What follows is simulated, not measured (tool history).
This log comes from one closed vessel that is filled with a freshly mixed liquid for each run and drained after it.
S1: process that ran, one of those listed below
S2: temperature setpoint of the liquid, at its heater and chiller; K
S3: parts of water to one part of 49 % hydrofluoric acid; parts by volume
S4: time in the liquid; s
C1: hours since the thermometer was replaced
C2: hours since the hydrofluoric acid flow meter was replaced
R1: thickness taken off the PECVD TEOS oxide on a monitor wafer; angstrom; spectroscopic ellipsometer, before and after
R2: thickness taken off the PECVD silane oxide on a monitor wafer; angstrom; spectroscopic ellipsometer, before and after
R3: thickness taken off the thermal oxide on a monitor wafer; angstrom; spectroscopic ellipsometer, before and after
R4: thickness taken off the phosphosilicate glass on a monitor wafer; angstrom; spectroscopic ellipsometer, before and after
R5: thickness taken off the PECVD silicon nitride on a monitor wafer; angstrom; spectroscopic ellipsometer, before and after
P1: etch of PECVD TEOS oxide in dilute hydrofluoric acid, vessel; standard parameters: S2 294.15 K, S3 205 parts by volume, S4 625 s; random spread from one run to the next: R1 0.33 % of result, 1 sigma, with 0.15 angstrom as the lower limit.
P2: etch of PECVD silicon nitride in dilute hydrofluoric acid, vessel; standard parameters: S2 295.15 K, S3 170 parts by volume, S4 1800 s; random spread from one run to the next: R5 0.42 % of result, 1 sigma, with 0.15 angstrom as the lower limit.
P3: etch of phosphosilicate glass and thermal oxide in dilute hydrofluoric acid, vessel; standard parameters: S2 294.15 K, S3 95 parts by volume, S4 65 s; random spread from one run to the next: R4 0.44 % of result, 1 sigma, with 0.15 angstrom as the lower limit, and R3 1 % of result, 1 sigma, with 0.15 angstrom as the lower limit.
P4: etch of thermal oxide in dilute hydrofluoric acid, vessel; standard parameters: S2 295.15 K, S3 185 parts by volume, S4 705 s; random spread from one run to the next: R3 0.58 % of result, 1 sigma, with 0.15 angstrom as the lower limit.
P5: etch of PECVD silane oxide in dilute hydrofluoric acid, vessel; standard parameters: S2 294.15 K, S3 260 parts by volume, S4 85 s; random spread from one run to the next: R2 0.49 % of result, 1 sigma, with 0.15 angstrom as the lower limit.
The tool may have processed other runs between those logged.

| run | hour | S1 | S2 | S3 | S4 | C1 | C2 | R1 | R2 | R3 | R4 | R5 |
|---|---|---|---|---|---|---|---|---|---|---|---|---|
| 1 | 14.7 | P1 | 294.15 | 205 | 625 | 168.2 | 304.2 | 357.11 |  |  |  |  |
| 2 | 24.8 | P1 | 290.65 | 205 | 1040 | 178.3 | 314.3 | 518.81 |  |  |  |  |
| 3 | 41.4 | P5 | 294.15 | 260 | 85 | 194.9 | 330.9 |  | 54.847 |  |  |  |
| 4 | 53.4 | P4 | 299.65 | 185 | 705 | 206.9 | 342.9 |  |  | 179.46 |  |  |
| 5 | 63.9 | P4 | 295.15 | 185 | 705 | 217.4 | 353.4 |  |  | 153.82 |  |  |
| 6 | 75.9 | P3 | 294.15 | 95 | 65 | 229.4 | 365.4 |  |  | 27.916 | 377.03 |  |
| 7 | 92.3 | P3 | 294.15 | 95 | 30 | 245.8 | 381.8 |  |  | 12.634 | 175.49 |  |
| 8 | 108 | P2 | 295.15 | 170 | 290 | 261.5 | 397.5 |  |  |  |  | 66.641 |
| 9 | 118.8 | P1 | 294.15 | 205 | 625 | 272.3 | 408.3 | 356.05 |  |  |  |  |
| 10 | 130.9 | P5 | 294.15 | 260 | 30 | 284.4 | 420.4 |  | 19.144 |  |  |  |
| 11 | 141 | P5 | 294.15 | 260 | 85 | 294.5 | 430.5 |  | 55.395 |  |  |  |
| 12 | 155.3 | P5 | 290.15 | 260 | 85 | 308.8 | 444.8 |  | 47.019 |  |  |  |
| 13 | 168.3 | P1 | 294.15 | 300 | 625 | 321.8 | 457.8 | 222.07 |  |  |  |  |
| 14 | 181.9 | P1 | 294.15 | 205 | 625 | 335.4 | 471.4 | 354.82 |  |  |  |  |
| 15 | 192.8 | P3 | 298.15 | 95 | 65 | 346.3 | 482.3 |  |  | 32.536 | 442.31 |  |
| 16 | 201.1 | P4 | 295.15 | 185 | 1325 | 354.6 | 490.6 |  |  | 284.68 |  |  |
| 17 | 209.5 | P2 | 300.15 | 170 | 1800 | 363 | 499 |  |  |  |  | 574.2 |
| 18 | 219.5 | P1 | 294.15 | 205 | 625 | 373 | 509 | 356.3 |  |  |  |  |
| 19 | 231 | P1 | 300.15 | 205 | 625 | 384.5 | 520.5 | 443.8 |  |  |  |  |
| 20 | 243.8 | P1 | 294.15 | 205 | 265 | 397.3 | 533.3 | 151.61 |  |  |  |  |
| 21 | 255.9 | P1 | 294.15 | 205 | 625 | 409.4 | 545.4 | 357.74 |  |  |  |  |
| 22 | 269.4 | P1 | 290.15 | 205 | 625 | 422.9 | 558.9 | 305.03 |  |  |  |  |
| 23 | 283 | P2 | 295.15 | 170 | 1800 | 436.5 | 572.5 |  |  |  |  | 416.23 |
| 24 | 297.5 | P1 | 294.15 | 125 | 625 | 451 | 587 | 640.22 |  |  |  |  |

What will run 25 give?
| 25 | 314.4 | P4 | 295.15 | 265 | 705 | 467.9 | 603.9 |  |  | ? |  |  |

R3: 97.091 angstrom
